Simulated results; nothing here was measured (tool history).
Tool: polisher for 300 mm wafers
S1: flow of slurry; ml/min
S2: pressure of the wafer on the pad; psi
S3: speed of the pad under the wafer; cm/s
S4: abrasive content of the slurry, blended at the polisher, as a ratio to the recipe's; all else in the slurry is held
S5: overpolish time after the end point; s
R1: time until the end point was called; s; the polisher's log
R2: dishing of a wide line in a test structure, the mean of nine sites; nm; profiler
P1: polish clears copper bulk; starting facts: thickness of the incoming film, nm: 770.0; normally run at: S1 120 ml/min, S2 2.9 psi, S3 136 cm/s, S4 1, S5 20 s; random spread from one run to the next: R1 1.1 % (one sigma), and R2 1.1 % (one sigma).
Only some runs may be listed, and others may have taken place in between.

run	hour	S1	S2	S3	S4	S5	R1	R2
1	9.7	120	2.9	136	1	20	69.498	101.34
2	18.4	90	2.9	184	1	20	54.76	112.83
3	25.1	120	2.9	136	1.4	20	64.951	105.4
4	32.3	120	3.9	136	1	20	51.453	127.8
5	39.4	120	2.9	136	1	6	70.283	42.93
6	47.5	120	2.9	136	1	20	69.002	101.99
7	52.6	120	2.9	66	1	20	143.8	63.823
8	61.1	120	2.9	136	1	20	71.728	102.27
9	70.1	70	2.9	136	1	20	81.482	92.794
10	77.9	120	2.9	136	0.55	20	79.389	96.068
11	84.2	120	2.9	136	1	20	70.473	102.41
12	94.5	120	2.9	136	1	38	70.038	136.85
13	101.2	120	2.9	136	1	20	69.837	103.58
14	110.6	120	2.9	202	1	20	47.952	122.56
15	121.1	150	2.9	136	1	20	67.499	102.58
16	128.3	120	2.9	136	1	20	71.333	100.05
17	137	120	1.4	136	1	20	143.32	56.411
18	144.3	120	2.9	136	1	20	70.878	101.74
19	149.2	120	2.9	136	1	20	72.22	103.1
20	155.3	120	2.9	136	1	20	74.847	98.625
21	164.4	120	2.9	136	1	20	75.747	96.635
# hour 168.6: slurry blender recalibrated
# hour 172.6: head pressure recalibrated
22	175.6	120	2.9	136	1	20	77.68	98.424

Expected results for the next run?
23	182.4	120	2.9	136	1	20	?	?

{"run 23": {"R1": 78.719, "R2": 96.449}}

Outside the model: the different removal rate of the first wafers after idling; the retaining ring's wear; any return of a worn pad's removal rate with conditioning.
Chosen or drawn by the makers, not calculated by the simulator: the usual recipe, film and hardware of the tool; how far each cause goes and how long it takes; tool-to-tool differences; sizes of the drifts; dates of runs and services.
